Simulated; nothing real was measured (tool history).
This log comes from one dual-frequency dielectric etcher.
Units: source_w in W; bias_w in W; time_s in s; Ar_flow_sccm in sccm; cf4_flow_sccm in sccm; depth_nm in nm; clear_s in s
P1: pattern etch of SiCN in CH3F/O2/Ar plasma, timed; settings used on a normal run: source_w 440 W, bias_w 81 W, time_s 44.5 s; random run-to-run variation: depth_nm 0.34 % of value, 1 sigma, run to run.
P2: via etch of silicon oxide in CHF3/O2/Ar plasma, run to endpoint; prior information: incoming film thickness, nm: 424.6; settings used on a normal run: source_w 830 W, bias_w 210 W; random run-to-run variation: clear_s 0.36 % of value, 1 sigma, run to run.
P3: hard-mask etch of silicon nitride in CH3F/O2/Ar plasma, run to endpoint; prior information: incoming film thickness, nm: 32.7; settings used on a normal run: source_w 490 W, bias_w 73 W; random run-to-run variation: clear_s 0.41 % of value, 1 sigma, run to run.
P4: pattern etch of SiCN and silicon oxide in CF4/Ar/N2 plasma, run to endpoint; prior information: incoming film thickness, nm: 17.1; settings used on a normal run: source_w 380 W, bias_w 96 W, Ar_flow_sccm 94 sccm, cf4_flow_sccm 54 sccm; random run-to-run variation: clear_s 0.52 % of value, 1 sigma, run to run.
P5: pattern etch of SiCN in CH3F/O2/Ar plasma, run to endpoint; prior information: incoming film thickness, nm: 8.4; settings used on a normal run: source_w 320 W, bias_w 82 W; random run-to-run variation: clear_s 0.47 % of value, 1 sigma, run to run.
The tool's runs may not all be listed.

run 1 hour=6.2 | process=P1 source_w=440 bias_w=81 time_s=44.5 | depth_nm=17.947
run 2 hour=9.5 | process=P5 source_w=320 bias_w=82 | clear_s=23.205
run 3 hour=13.8 | process=P4 source_w=380 bias_w=130 Ar_flow_sccm=94 cf4_flow_sccm=54 | clear_s=18.805
run 4 hour=19 | process=P5 source_w=320 bias_w=56 | clear_s=26.52
run 5 hour=25.2 | process=P5 source_w=220 bias_w=82 | clear_s=26.715
run 6 hour=28.5 | process=P2 source_w=830 bias_w=210 | clear_s=172.02
run 7 hour=34 | process=P4 source_w=380 bias_w=96 Ar_flow_sccm=94 cf4_flow_sccm=40 | clear_s=21.852
run 8 hour=38.2 | process=P1 source_w=440 bias_w=81 time_s=32 | depth_nm=12.991
run 9 hour=43.5 | process=P4 source_w=380 bias_w=96 Ar_flow_sccm=94 cf4_flow_sccm=54 | clear_s=21.053
run 10 hour=49 | process=P1 source_w=580 bias_w=81 time_s=25.5 | depth_nm=11.397
run 11 hour=54.9 | process=P3 source_w=490 bias_w=60 | clear_s=47.996
run 12 hour=62 | process=P1 source_w=440 bias_w=81 time_s=44.5 | depth_nm=18.005
run 13 hour=65.8 | process=P2 source_w=830 bias_w=210 | clear_s=172.8
run 14 hour=73.2 | process=P1 source_w=320 bias_w=81 time_s=44.5 | depth_nm=15.944
run 15 hour=76.8 | process=P2 source_w=830 bias_w=157 | clear_s=190.13
run 16 hour=84.1 | process=P1 source_w=440 bias_w=81 time_s=44.5 | depth_nm=18.069
-- hour=84.3 wet clean of the chamber
run 17 hour=90.9 | process=P1 source_w=440 bias_w=81 time_s=55.5 | depth_nm=22.474
run 18 hour=97.2 | process=P1 source_w=440 bias_w=81 time_s=44.5 | depth_nm=18.077
run 19 hour=104.5 | process=P4 source_w=380 bias_w=96 Ar_flow_sccm=94 cf4_flow_sccm=54 | clear_s=21.006
run 20 hour=108.9 | process=P1 source_w=440 bias_w=81 time_s=44.5 | depth_nm=17.886
run 21 hour=115.8 | process=P5 source_w=320 bias_w=82 | clear_s=23.134
run 22 hour=121.3 | process=P1 source_w=440 bias_w=66 time_s=44.5 | depth_nm=16.746
run 23 hour=128.6 | process=P4 source_w=380 bias_w=96 Ar_flow_sccm=60 cf4_flow_sccm=54 | clear_s=19.703
run 24 hour=132.4 | process=P3 source_w=490 bias_w=73 | clear_s=44.953
run 25 hour=137.8 | process=P4 source_w=540 bias_w=96 Ar_flow_sccm=94 cf4_flow_sccm=54 | clear_s=15.378
run 26 hour=143.4 | process=P3 source_w=340 bias_w=73 | clear_s=52.024
-- hour=146 bias power generator calibrated
run 27 hour=146.7 | process=P1 source_w=600 bias_w=81 time_s=44.5 | depth_nm=20.272

Predict the results of run 28:
run 28 hour=154.1 | process=P1 source_w=440 bias_w=100 time_s=44.5 | depth_nm=?

depth_nm: 19.279 nm

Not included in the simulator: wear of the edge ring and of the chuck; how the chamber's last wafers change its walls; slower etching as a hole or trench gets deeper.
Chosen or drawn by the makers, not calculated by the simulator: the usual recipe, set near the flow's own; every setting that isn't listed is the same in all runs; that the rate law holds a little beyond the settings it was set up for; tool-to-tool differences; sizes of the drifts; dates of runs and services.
